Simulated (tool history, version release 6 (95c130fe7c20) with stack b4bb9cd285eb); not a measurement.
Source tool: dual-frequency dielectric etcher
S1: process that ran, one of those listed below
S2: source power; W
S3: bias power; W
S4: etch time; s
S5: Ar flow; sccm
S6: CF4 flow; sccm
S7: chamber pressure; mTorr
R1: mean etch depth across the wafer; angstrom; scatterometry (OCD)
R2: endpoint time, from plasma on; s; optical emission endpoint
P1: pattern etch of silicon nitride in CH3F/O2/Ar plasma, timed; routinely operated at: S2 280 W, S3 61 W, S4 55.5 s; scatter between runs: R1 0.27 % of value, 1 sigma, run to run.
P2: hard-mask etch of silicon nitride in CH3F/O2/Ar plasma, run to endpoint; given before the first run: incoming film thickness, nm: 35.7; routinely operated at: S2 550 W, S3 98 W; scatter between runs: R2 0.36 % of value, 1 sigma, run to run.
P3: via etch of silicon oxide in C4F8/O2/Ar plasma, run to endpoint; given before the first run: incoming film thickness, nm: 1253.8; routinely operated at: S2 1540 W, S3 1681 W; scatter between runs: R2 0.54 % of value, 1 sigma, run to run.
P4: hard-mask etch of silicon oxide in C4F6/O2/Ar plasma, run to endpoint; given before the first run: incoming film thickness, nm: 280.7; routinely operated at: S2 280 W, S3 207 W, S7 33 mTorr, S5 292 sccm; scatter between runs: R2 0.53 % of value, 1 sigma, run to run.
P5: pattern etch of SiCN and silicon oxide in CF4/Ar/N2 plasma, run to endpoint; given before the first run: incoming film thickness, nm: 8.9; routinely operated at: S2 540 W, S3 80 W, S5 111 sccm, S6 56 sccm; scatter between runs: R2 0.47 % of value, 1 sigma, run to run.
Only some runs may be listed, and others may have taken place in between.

run,hour,S1,S2,S3,S4,S5,S6,S7,R1,R2
1,11.6,P1,280,61,55.5,,,,324.26,
2,25.1,P5,540,63,,111,56,,,9.5222
3,40.9,P4,280,207,,292,,40,,100.28
4,57.9,P1,280,61,55.5,,,,324.79,
5,76.3,P1,280,61,55.5,,,,326.26,
6,88.5,P4,330,207,,292,,33,,92.051
7,104.6,P1,280,61,55.5,,,,324.68,
8,116.6,P3,2150,1681,,,,,,245.68
9,135.3,P5,540,80,,111,74,,,8.399
10,147.7,P2,550,138,,,,,,36.461
# hour 156: bias power generator calibrated
11,162.4,P1,180,61,55.5,,,,274.78,
12,181.3,P1,230,61,31,,,,168.34,
13,192.1,P1,280,45,55.5,,,,294.55,
14,203.6,P1,280,42,68.5,,,,356.83,
15,221.9,P2,430,98,,,,,,45.342
16,234.4,P4,280,261,,292,,33,,89.616
17,249.8,P2,550,98,,,,,,41.358
18,263.8,P1,280,61,79,,,,463.31,
19,273,P1,280,61,55.5,,,,327.05,
20,281.5,P3,1540,1681,,,,,,281.62
21,292.7,P3,1540,2235,,,,,,258.02
22,304.1,P1,380,61,55.5,,,,366.79,
23,319.6,P4,280,207,,173,,33,,92.456
24,336.5,P1,280,61,36.5,,,,213.76,
25,351.7,P5,540,80,,84,56,,,8.2867
26,370.7,P4,280,207,,292,,33,,97.612
27,384.9,P5,540,80,,111,56,,,8.7166
28,396.1,P5,660,80,,111,56,,,7.3597
29,412.9,P1,280,83,55.5,,,,362.29,
30,424.9,P1,280,61,55.5,,,,325.49,
31,433.7,P1,280,61,55.5,,,,324.1,
32,445.1,P1,280,61,55.5,,,,322.17,
33,463.7,P1,280,61,55.5,,,,320.69,
34,473.9,P1,280,61,55.5,,,,320.16,
# hour 490: wet clean of the chamber
35,491.3,P1,280,61,55.5,,,,319.23,
36,506,P1,280,61,55.5,,,,318.33,
37,521.7,P1,280,61,55.5,,,,317.61,
38,533.3,P1,280,61,55.5,,,,319.92,
39,544,P1,280,61,55.5,,,,320.65,

The output of P1 has drifted from where it used to be. Each of the 2 causes below, taken at the size shown beside it, accounts for the log equally well:
A: bias power that arrives under what is set, % = 4.68
B: source power that arrives under what is set, % = 4.16
Onset of the creep was near hour 424.9.
The rest of the possible causes, and what rules out each one:
chamber walls in a state that lowers the etch rate, %: was serviced at hour 490, once the creep was under way, yet the earlier output never came back

The list below offers 4 check runs, each averaging the results of 3 wafers, and shows each result as a question mark. For which of them would the listed causes give clearly different results?
check 1,554.7,P5,540,80,,111,56,,,?
check 2,554.7,P2,550,98,,,,,,?
check 3,554.7,P4,280,207,,292,,33,,?
check 4,554.7,P3,1540,1681,,,,,,?

How each check would come out, cause by cause:
check,result,if A,if B
check 1,R2,8.8757,9.056
check 2,R2,42.071,42.023
check 3,R2,99.16,99.198
check 4,R2,284.9,285.95
How far apart the two closest causes lie, in the result that separates them most: check 1 2.01 %; check 2 0.11 %; check 3 0.04 %; check 4 0.37 %
Only check 1 tells the causes apart: in the others they would give nearly the same result.

Check 1 was then run and gave: R2 9.1144 s. Which cause is it?

It was cause B: source power that arrives under what is set, %.
